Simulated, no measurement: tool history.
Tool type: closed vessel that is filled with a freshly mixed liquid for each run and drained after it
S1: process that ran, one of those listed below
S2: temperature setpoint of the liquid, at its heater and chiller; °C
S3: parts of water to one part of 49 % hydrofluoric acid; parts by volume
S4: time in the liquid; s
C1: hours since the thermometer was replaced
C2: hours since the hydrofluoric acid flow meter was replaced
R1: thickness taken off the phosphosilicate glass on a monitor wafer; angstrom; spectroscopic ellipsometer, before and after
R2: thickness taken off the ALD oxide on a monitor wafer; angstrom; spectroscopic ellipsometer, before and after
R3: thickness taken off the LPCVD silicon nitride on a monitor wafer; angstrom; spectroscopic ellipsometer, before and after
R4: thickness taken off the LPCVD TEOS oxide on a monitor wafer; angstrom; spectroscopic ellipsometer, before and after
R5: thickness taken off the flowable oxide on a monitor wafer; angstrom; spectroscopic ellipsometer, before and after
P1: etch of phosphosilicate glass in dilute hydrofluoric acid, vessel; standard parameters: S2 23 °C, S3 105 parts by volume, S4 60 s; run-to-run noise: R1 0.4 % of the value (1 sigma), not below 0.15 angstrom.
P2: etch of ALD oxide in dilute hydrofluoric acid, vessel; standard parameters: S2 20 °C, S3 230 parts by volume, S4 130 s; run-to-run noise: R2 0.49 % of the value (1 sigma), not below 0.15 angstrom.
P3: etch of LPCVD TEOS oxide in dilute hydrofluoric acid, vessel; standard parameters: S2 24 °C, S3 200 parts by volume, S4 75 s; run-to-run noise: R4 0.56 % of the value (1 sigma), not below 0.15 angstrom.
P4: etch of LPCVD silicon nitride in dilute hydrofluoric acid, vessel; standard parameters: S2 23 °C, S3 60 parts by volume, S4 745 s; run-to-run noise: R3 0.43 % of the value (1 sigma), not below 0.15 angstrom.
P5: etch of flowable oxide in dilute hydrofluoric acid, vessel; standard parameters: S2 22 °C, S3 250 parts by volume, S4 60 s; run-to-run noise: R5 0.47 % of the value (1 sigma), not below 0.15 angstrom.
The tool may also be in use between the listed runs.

{"run": 1, "hour": 7.2, "S1": "P1", "S2": 23, "S3": 105, "S4": 60, "C1": 512.1, "C2": 1099.5, "R1": 568.39}
{"run": 2, "hour": 13.5, "S1": "P2", "S2": 20, "S3": 230, "S4": 70, "C1": 518.4, "C2": 1105.8, "R2": 39.74}
{"run": 3, "hour": 22.3, "S1": "P1", "S2": 23, "S3": 180, "S4": 105, "C1": 527.2, "C2": 1114.6, "R1": 530.36}
{"run": 4, "hour": 32.1, "S1": "P4", "S2": 29.5, "S3": 60, "S4": 745, "C1": 537, "C2": 1124.4, "R3": 84.694}
{"run": 5, "hour": 40.6, "S1": "P2", "S2": 17, "S3": 230, "S4": 130, "C1": 545.5, "C2": 1132.9, "R2": 65.969}
{"run": 6, "hour": 48.9, "S1": "P4", "S2": 23, "S3": 105, "S4": 745, "C1": 553.8, "C2": 1141.2, "R3": 31.699}
{"run": 7, "hour": 55.6, "S1": "P3", "S2": 32, "S3": 200, "S4": 75, "C1": 560.5, "C2": 1147.9, "R4": 181.99}
{"run": 8, "hour": 67.1, "S1": "P1", "S2": 23, "S3": 105, "S4": 30, "C1": 572, "C2": 1159.4, "R1": 282.02}
{"run": 9, "hour": 79.4, "S1": "P1", "S2": 23, "S3": 60, "S4": 60, "C1": 584.3, "C2": 1171.7, "R1": 1043.1}
{"run": 10, "hour": 87.2, "S1": "P3", "S2": 24, "S3": 200, "S4": 75, "C1": 592.1, "C2": 1179.5, "R4": 137.42}
{"run": 11, "hour": 100.2, "S1": "P1", "S2": 23, "S3": 105, "S4": 60, "C1": 605.1, "C2": 1192.5, "R1": 567.17}
{"run": 12, "hour": 112.6, "S1": "P2", "S2": 20, "S3": 230, "S4": 130, "C1": 617.5, "C2": 1204.9, "R2": 73.94}
{"run": 13, "hour": 123.2, "S1": "P3", "S2": 24, "S3": 200, "S4": 75, "C1": 628.1, "C2": 1215.5, "R4": 138.21}
{"run": 14, "hour": 129.0, "S1": "P3", "S2": 24, "S3": 200, "S4": 40, "C1": 633.9, "C2": 1221.3, "R4": 72.989}
{"run": 15, "hour": 135.3, "S1": "P4", "S2": 23, "S3": 60, "S4": 290, "C1": 640.2, "C2": 1227.6, "R3": 21.742}
{"run": 16, "hour": 143.4, "S1": "P1", "S2": 23, "S3": 170, "S4": 60, "C1": 648.3, "C2": 1235.7, "R1": 324.85}
{"run": 17, "hour": 150.2, "S1": "P1", "S2": 23, "S3": 30, "S4": 35, "C1": 655.1, "C2": 1242.5, "R1": 1273.3}
{"run": 18, "hour": 161.5, "S1": "P5", "S2": 22, "S3": 120, "S4": 60, "C1": 666.4, "C2": 1253.8, "R5": 187.4}
{"run": 19, "hour": 167.7, "S1": "P1", "S2": 23, "S3": 105, "S4": 60, "C1": 672.6, "C2": 1260, "R1": 567.36}
{"run": 20, "hour": 180.5, "S1": "P3", "S2": 24, "S3": 40, "S4": 75, "C1": 685.4, "C2": 1272.8, "R4": 829.78}
{"run": 21, "hour": 188.7, "S1": "P5", "S2": 17, "S3": 250, "S4": 60, "C1": 693.6, "C2": 1281, "R5": 64.83}
{"run": 22, "hour": 201.7, "S1": "P1", "S2": 23, "S3": 105, "S4": 115, "C1": 706.6, "C2": 1294, "R1": 1081.1}
{"run": 23, "hour": 213.0, "S1": "P1", "S2": 28, "S3": 105, "S4": 105, "C1": 717.9, "C2": 1305.3, "R1": 1203.1}
{"run": 24, "hour": 223.7, "S1": "P5", "S2": 22, "S3": 250, "S4": 30, "C1": 728.6, "C2": 1316, "R5": 39.387}
{"run": 25, "hour": 231.4, "S1": "P1", "S2": 23, "S3": 105, "S4": 60, "C1": 736.3, "C2": 1323.7, "R1": 567.09}
{"run": 26, "hour": 244.2, "S1": "P1", "S2": 18, "S3": 105, "S4": 60, "C1": 749.1, "C2": 1336.5, "R1": 461.94}
{"hour": 244.8, "done": "thermometer replaced"}
{"run": 27, "hour": 251.6, "S1": "P1", "S2": 23, "S3": 105, "S4": 60, "C1": 6.9, "C2": 1343.9, "R1": 564.08}
{"run": 28, "hour": 260.8, "S1": "P2", "S2": 20, "S3": 365, "S4": 130, "C1": 16.1, "C2": 1353.1, "R2": 41.634}
{"run": 29, "hour": 268.5, "S1": "P4", "S2": 23, "S3": 60, "S4": 745, "C1": 23.8, "C2": 1360.8, "R3": 55.261}
{"run": 30, "hour": 277.4, "S1": "P5", "S2": 22, "S3": 250, "S4": 60, "C1": 32.7, "C2": 1369.7, "R5": 78.142}
{"run": 31, "hour": 289.4, "S1": "P1", "S2": 23, "S3": 105, "S4": 60, "C1": 44.7, "C2": 1381.7, "R1": 563.24}
{"run": 32, "hour": 298.4, "S1": "P1", "S2": 27.5, "S3": 105, "S4": 60, "C1": 53.7, "C2": 1390.7, "R1": 674.1}
{"run": 33, "hour": 305.3, "S1": "P1", "S2": 23, "S3": 105, "S4": 60, "C1": 60.6, "C2": 1397.6, "R1": 565.24}
{"run": 34, "hour": 316.7, "S1": "P1", "S2": 23, "S3": 105, "S4": 60, "C1": 72, "C2": 1409, "R1": 550.94}
{"run": 35, "hour": 328.4, "S1": "P1", "S2": 23, "S3": 105, "S4": 60, "C1": 83.7, "C2": 1420.7, "R1": 547.83}
{"run": 36, "hour": 339.7, "S1": "P1", "S2": 23, "S3": 105, "S4": 60, "C1": 95, "C2": 1432, "R1": 537.97}
{"run": 37, "hour": 350.3, "S1": "P1", "S2": 23, "S3": 105, "S4": 60, "C1": 105.6, "C2": 1442.6, "R1": 536.23}
{"run": 38, "hour": 357.2, "S1": "P1", "S2": 23, "S3": 105, "S4": 60, "C1": 112.5, "C2": 1449.5, "R1": 532.35}
{"run": 39, "hour": 369.4, "S1": "P1", "S2": 23, "S3": 105, "S4": 60, "C1": 124.7, "C2": 1461.7, "R1": 531.63}
{"run": 40, "hour": 378.4, "S1": "P1", "S2": 23, "S3": 105, "S4": 60, "C1": 133.7, "C2": 1470.7, "R1": 533.94}
{"run": 41, "hour": 385.8, "S1": "P1", "S2": 23, "S3": 105, "S4": 60, "C1": 141.1, "C2": 1478.1, "R1": 530.15}
{"run": 42, "hour": 398.4, "S1": "P1", "S2": 23, "S3": 105, "S4": 60, "C1": 153.7, "C2": 1490.7, "R1": 531}
{"run": 43, "hour": 409.1, "S1": "P1", "S2": 23, "S3": 105, "S4": 60, "C1": 164.4, "C2": 1501.4, "R1": 528.41}

The output of P1 has drifted from where it used to be. Each of the 2 causes below, taken at the size shown beside it, accounts for the log equally well:
A: hydrofluoric acid flow below the setpoint (%) = 5.61
B: liquid colder than its thermometer reads (K) = 1.63
The creep began at about hour 305.3.

Below are 4 check runs, each on a single wafer, with their results shown as question marks. Which of them would tell the listed causes apart, meaning the causes would give clearly different results under it?
{"run": "check 1", "hour": 419.8, "S1": "P5", "S2": 17, "S3": 250, "S4": 30, "R5": "?"}
{"run": "check 2", "hour": 419.8, "S1": "P2", "S2": 17, "S3": 230, "S4": 130, "R2": "?"}
{"run": "check 3", "hour": 419.8, "S1": "P3", "S2": 31, "S3": 105, "S4": 75, "R4": "?"}
{"run": "check 4", "hour": 419.8, "S1": "P4", "S2": 28, "S3": 60, "S4": 745, "R3": "?"}

Expected result of each check under each candidate cause:
check=check_1 result=R5 if_A=30.27 if_B=30.473
check=check_2 result=R2 if_A=60.958 if_B=61.278
check=check_3 result=R4 if_A=355.58 if_B=357.68
check=check_4 result=R3 if_A=72.613 if_B=69.103
Distance between the nearest two causes, measured in the result of the check that separates them most: check 1 0.67 %; check 2 0.52 %; check 3 0.59 %; check 4 4.95 %
Check 4 is the one run that separates the causes; every other check would come out nearly the same whichever cause is at work.

Here is what check 4 returned: R3 72.37 angstrom. Which cause is it?

The correct cause is A, namely: hydrofluoric acid flow below the setpoint (%).
